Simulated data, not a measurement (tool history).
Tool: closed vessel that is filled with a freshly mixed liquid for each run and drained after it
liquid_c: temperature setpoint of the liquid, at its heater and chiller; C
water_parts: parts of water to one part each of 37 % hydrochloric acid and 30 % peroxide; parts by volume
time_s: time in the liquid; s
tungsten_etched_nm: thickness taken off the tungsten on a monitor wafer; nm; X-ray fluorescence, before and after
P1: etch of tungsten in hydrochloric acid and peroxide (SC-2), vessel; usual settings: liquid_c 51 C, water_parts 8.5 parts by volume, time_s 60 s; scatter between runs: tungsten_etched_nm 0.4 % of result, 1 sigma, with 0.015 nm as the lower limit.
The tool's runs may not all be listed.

run 1 hour=6.3 | liquid_c=51 water_parts=8.5 time_s=60 | tungsten_etched_nm=26.44
run 2 hour=12.8 | liquid_c=51 water_parts=11.5 time_s=30 | tungsten_etched_nm=10.283
run 3 hour=18.6 | liquid_c=51 water_parts=15 time_s=60 | tungsten_etched_nm=16.397
run 4 hour=29 | liquid_c=51 water_parts=4 time_s=60 | tungsten_etched_nm=46.809
run 5 hour=34.5 | liquid_c=51 water_parts=6 time_s=105 | tungsten_etched_nm=60.743
run 6 hour=42.6 | liquid_c=51 water_parts=8.5 time_s=60 | tungsten_etched_nm=26.542
run 7 hour=50.8 | liquid_c=35 water_parts=8.5 time_s=60 | tungsten_etched_nm=8.6243
run 8 hour=57 | liquid_c=51 water_parts=8.5 time_s=110 | tungsten_etched_nm=48.558
run 9 hour=65.3 | liquid_c=51 water_parts=8.5 time_s=30 | tungsten_etched_nm=13.338
run 10 hour=72.2 | liquid_c=51 water_parts=8.5 time_s=60 | tungsten_etched_nm=26.58
run 11 hour=78.6 | liquid_c=51 water_parts=8.5 time_s=60 | tungsten_etched_nm=26.53
run 12 hour=83.5 | liquid_c=64.5 water_parts=8.5 time_s=60 | tungsten_etched_nm=62.551
run 13 hour=92.2 | liquid_c=51 water_parts=8.5 time_s=60 | tungsten_etched_nm=26.557
run 14 hour=97.1 | liquid_c=51 water_parts=8.5 time_s=60 | tungsten_etched_nm=25.428
run 15 hour=101.9 | liquid_c=51 water_parts=8.5 time_s=60 | tungsten_etched_nm=24.756
-- hour=105.7 new drum of peroxide connected
run 16 hour=108.4 | liquid_c=51 water_parts=8.5 time_s=60 | tungsten_etched_nm=24.433
run 17 hour=115.7 | liquid_c=51 water_parts=8.5 time_s=60 | tungsten_etched_nm=24.287
run 18 hour=122.2 | liquid_c=51 water_parts=8.5 time_s=60 | tungsten_etched_nm=24.108
run 19 hour=130.7 | liquid_c=51 water_parts=8.5 time_s=60 | tungsten_etched_nm=23.906

What P1 gives has crept off from where it sat before. The 2 causes that follow fit the log equally well, each at the size noted:
A: liquid colder than its thermometer reads (K) = 1.48
B: chemicals flow below the setpoint (%) = 11.3
The drift started at roughly hour 92.2.
The rest of the possible causes, and what rules out each one:
peroxide weaker than its label (%): work on it at hour 105.7, done after the drift set in, did not restore what the process gave before

Which of the 4 check runs listed below, each an average over 2 wafers with its results shown as question marks, gives clearly different results under the different listed causes?
run check 1 hour=139.2 | liquid_c=51 water_parts=14.5 time_s=30 | tungsten_etched_nm=?
run check 2 hour=139.2 | liquid_c=59.5 water_parts=8.5 time_s=60 | tungsten_etched_nm=?
run check 3 hour=139.2 | liquid_c=35 water_parts=13 time_s=60 | tungsten_etched_nm=?
run check 4 hour=139.2 | liquid_c=38 water_parts=4 time_s=60 | tungsten_etched_nm=?

Predicted outcomes, by check and by cause:
check=check_1 result=tungsten_etched_nm if_A=7.6485 if_B=7.5907
check=check_2 result=tungsten_etched_nm if_A=41.825 if_B=41.632
check=check_3 result=tungsten_etched_nm if_A=5.4584 if_B=5.482
check=check_4 result=tungsten_etched_nm if_A=17.003 if_B=17.44
How far apart the two closest causes lie, in the result that separates them most: check 1 0.76 %; check 2 0.46 %; check 3 0.43 %; check 4 2.54 %
The causes can be told apart only by check 4. The other checks would give nearly the same results under each of them.

Then check 4 was run and gave: tungsten_etched_nm 17.04 nm. Which cause is it?

The cause is A: liquid colder than its thermometer reads (K).
